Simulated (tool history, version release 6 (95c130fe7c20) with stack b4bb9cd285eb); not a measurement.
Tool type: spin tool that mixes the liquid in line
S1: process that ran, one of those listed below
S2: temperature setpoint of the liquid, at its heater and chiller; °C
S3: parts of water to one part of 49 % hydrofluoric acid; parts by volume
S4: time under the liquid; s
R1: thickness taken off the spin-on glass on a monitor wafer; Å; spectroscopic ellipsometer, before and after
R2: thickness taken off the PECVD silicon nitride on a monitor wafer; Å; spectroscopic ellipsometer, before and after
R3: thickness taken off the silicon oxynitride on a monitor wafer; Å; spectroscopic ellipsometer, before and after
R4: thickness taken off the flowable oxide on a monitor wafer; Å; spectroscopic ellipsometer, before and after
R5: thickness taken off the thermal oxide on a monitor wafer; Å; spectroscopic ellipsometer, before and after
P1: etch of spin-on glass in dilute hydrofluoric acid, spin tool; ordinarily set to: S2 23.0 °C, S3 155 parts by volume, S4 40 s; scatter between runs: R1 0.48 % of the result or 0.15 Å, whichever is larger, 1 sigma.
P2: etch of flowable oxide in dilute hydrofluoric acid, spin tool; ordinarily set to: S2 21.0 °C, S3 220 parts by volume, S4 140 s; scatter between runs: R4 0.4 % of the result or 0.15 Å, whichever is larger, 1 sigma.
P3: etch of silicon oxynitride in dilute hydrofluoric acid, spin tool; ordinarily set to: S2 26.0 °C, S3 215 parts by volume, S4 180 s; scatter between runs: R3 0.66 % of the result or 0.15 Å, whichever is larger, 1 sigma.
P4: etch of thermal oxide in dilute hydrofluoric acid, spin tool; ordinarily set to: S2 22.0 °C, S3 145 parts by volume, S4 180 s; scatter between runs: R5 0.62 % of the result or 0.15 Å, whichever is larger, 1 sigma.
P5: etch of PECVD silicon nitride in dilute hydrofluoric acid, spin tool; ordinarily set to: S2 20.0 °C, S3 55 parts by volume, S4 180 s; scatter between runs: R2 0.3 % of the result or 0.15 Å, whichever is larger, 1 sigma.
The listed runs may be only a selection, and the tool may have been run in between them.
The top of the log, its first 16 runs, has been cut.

run,hour,S1,S2,S3,S4,R1,R2,R3,R4,R5
17,126.9,P1,17.0,55,40,174.780,,,,
# hour 134.6: hydrofluoric acid flow meter replaced
18,134.6,P4,22.0,145,180,,,,,52.440
19,142.2,P3,26.0,215,180,,,32.266,,
20,149.8,P2,21.0,220,140,,,,185.820,
21,155.8,P4,22.0,145,180,,,,,51.921
22,165.2,P1,23.0,155,75,131.590,,,,
23,172.8,P1,23.0,155,20,35.383,,,,
24,179.1,P4,22.0,145,290,,,,,82.627
25,188.1,P1,23.0,275,60,52.927,,,,
26,198.1,P5,20.0,105,180,,72.875,,,
27,207.1,P1,23.0,155,40,71.702,,,,
28,214.9,P1,23.0,155,40,71.343,,,,
29,223.4,P4,22.0,85,180,,,,,94.685
30,234.5,P2,21.0,220,140,,,,184.640,

Forecast run 31:
31,244.7,P5,28.0,55,180,,?,,,

{"run 31": {"R2": 235.33}}

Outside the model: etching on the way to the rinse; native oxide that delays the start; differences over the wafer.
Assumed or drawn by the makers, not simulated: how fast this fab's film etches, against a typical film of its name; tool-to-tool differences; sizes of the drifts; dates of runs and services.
